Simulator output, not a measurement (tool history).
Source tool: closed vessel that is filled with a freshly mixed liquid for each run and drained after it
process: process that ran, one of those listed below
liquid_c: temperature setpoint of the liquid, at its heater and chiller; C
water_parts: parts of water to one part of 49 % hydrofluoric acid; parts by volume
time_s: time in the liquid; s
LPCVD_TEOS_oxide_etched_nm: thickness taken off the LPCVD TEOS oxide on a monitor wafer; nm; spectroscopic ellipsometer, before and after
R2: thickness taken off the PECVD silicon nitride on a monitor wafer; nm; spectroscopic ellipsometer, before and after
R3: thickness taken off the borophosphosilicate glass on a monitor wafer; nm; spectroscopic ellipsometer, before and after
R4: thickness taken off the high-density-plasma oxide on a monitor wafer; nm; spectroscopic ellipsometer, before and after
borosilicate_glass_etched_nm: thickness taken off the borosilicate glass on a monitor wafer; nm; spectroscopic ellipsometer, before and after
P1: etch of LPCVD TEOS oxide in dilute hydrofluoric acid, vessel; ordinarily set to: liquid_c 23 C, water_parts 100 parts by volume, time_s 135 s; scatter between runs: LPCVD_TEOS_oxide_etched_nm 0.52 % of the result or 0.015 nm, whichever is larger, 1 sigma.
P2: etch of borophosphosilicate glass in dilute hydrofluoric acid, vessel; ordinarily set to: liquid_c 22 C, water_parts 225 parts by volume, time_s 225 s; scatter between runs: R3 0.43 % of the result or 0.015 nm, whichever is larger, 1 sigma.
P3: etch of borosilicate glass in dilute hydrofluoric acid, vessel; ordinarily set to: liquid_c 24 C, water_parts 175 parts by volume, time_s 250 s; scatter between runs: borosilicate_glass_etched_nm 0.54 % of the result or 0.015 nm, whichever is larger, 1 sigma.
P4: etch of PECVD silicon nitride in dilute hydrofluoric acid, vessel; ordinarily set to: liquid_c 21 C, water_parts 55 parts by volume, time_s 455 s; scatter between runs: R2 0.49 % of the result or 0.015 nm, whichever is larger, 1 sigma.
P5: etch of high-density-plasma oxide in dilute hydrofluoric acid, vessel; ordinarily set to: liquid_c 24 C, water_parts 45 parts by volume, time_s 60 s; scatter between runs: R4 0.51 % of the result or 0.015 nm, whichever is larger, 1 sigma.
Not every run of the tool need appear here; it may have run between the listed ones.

run 1 hour=5.2 | process=P1 liquid_c=23 water_parts=100 time_s=135 | LPCVD_TEOS_oxide_etched_nm=36.0320
run 2 hour=12.9 | process=P1 liquid_c=23 water_parts=100 time_s=235 | LPCVD_TEOS_oxide_etched_nm=62.0470
run 3 hour=21.5 | process=P1 liquid_c=19 water_parts=100 time_s=135 | LPCVD_TEOS_oxide_etched_nm=30.5700
run 4 hour=30.7 | process=P1 liquid_c=17 water_parts=100 time_s=30 | LPCVD_TEOS_oxide_etched_nm=6.2411
run 5 hour=35.6 | process=P1 liquid_c=17 water_parts=100 time_s=40 | LPCVD_TEOS_oxide_etched_nm=8.2070
run 6 hour=43.8 | process=P4 liquid_c=17 water_parts=55 time_s=455 | R2=29.5770
run 7 hour=50.6 | process=P4 liquid_c=21 water_parts=55 time_s=455 | R2=39.2220
run 8 hour=60.0 | process=P2 liquid_c=22 water_parts=225 time_s=225 | R3=36.053
run 9 hour=68.7 | process=P5 liquid_c=24 water_parts=65 time_s=60 | R4=10.6300
run 10 hour=77.3 | process=P2 liquid_c=22 water_parts=370 time_s=225 | R3=18.969
run 11 hour=86.9 | process=P3 liquid_c=24 water_parts=300 time_s=250 | borosilicate_glass_etched_nm=22.275
run 12 hour=96.4 | process=P5 liquid_c=24 water_parts=45 time_s=60 | R4=15.6470
run 13 hour=100.7 | process=P1 liquid_c=31 water_parts=100 time_s=135 | LPCVD_TEOS_oxide_etched_nm=48.7340
run 14 hour=107.6 | process=P5 liquid_c=24 water_parts=45 time_s=60 | R4=15.6490
run 15 hour=112.9 | process=P3 liquid_c=24 water_parts=175 time_s=250 | borosilicate_glass_etched_nm=43.760
run 16 hour=121.9 | process=P1 liquid_c=23 water_parts=100 time_s=70 | LPCVD_TEOS_oxide_etched_nm=18.6670
run 17 hour=126.8 | process=P1 liquid_c=23 water_parts=100 time_s=135 | LPCVD_TEOS_oxide_etched_nm=35.5600
run 18 hour=134.0 | process=P1 liquid_c=23 water_parts=100 time_s=135 | LPCVD_TEOS_oxide_etched_nm=35.8760
run 19 hour=142.2 | process=P3 liquid_c=20 water_parts=175 time_s=250 | borosilicate_glass_etched_nm=37.324
run 20 hour=149.5 | process=P1 liquid_c=23 water_parts=25 time_s=135 | LPCVD_TEOS_oxide_etched_nm=158.1900
run 21 hour=158.5 | process=P3 liquid_c=24 water_parts=175 time_s=250 | borosilicate_glass_etched_nm=43.653
run 22 hour=163.8 | process=P2 liquid_c=22 water_parts=225 time_s=430 | R3=69.149
run 23 hour=169.7 | process=P3 liquid_c=24 water_parts=175 time_s=90 | borosilicate_glass_etched_nm=15.707
run 24 hour=177.4 | process=P1 liquid_c=23 water_parts=100 time_s=135 | LPCVD_TEOS_oxide_etched_nm=35.7380
run 25 hour=184.9 | process=P5 liquid_c=24 water_parts=45 time_s=30 | R4=7.8786
run 26 hour=193.0 | process=P1 liquid_c=23 water_parts=175 time_s=135 | LPCVD_TEOS_oxide_etched_nm=18.7740
run 27 hour=198.2 | process=P4 liquid_c=21 water_parts=55 time_s=100 | R2=8.6753
run 28 hour=207.7 | process=P5 liquid_c=20 water_parts=45 time_s=60 | R4=13.3620
run 29 hour=215.5 | process=P4 liquid_c=21 water_parts=100 time_s=455 | R2=21.8970
run 30 hour=220.1 | process=P1 liquid_c=23 water_parts=100 time_s=135 | LPCVD_TEOS_oxide_etched_nm=35.9960
run 31 hour=225.1 | process=P1 liquid_c=17 water_parts=140 time_s=135 | LPCVD_TEOS_oxide_etched_nm=19.2930
run 32 hour=232.1 | process=P2 liquid_c=30 water_parts=225 time_s=225 | R3=48.163
run 33 hour=240.5 | process=P2 liquid_c=22 water_parts=225 time_s=225 | R3=36.040
run 34 hour=248.0 | process=P1 liquid_c=23 water_parts=100 time_s=135 | LPCVD_TEOS_oxide_etched_nm=36.3110
run 35 hour=257.2 | process=P1 liquid_c=23 water_parts=100 time_s=135 | LPCVD_TEOS_oxide_etched_nm=34.6790
run 36 hour=266.6 | process=P1 liquid_c=23 water_parts=100 time_s=135 | LPCVD_TEOS_oxide_etched_nm=34.5590
run 37 hour=274.7 | process=P1 liquid_c=23 water_parts=100 time_s=135 | LPCVD_TEOS_oxide_etched_nm=34.2190
run 38 hour=280.9 | process=P1 liquid_c=23 water_parts=100 time_s=135 | LPCVD_TEOS_oxide_etched_nm=34.2110
run 39 hour=289.1 | process=P1 liquid_c=23 water_parts=100 time_s=135 | LPCVD_TEOS_oxide_etched_nm=34.0950
run 40 hour=296.1 | process=P1 liquid_c=23 water_parts=100 time_s=135 | LPCVD_TEOS_oxide_etched_nm=33.8770

The next listed run, before its measurement:
run 41 hour=303.4 | process=P1 liquid_c=23 water_parts=100 time_s=135 | LPCVD_TEOS_oxide_etched_nm=?

Run 41 came out at LPCVD_TEOS_oxide_etched_nm 33.9140 nm.
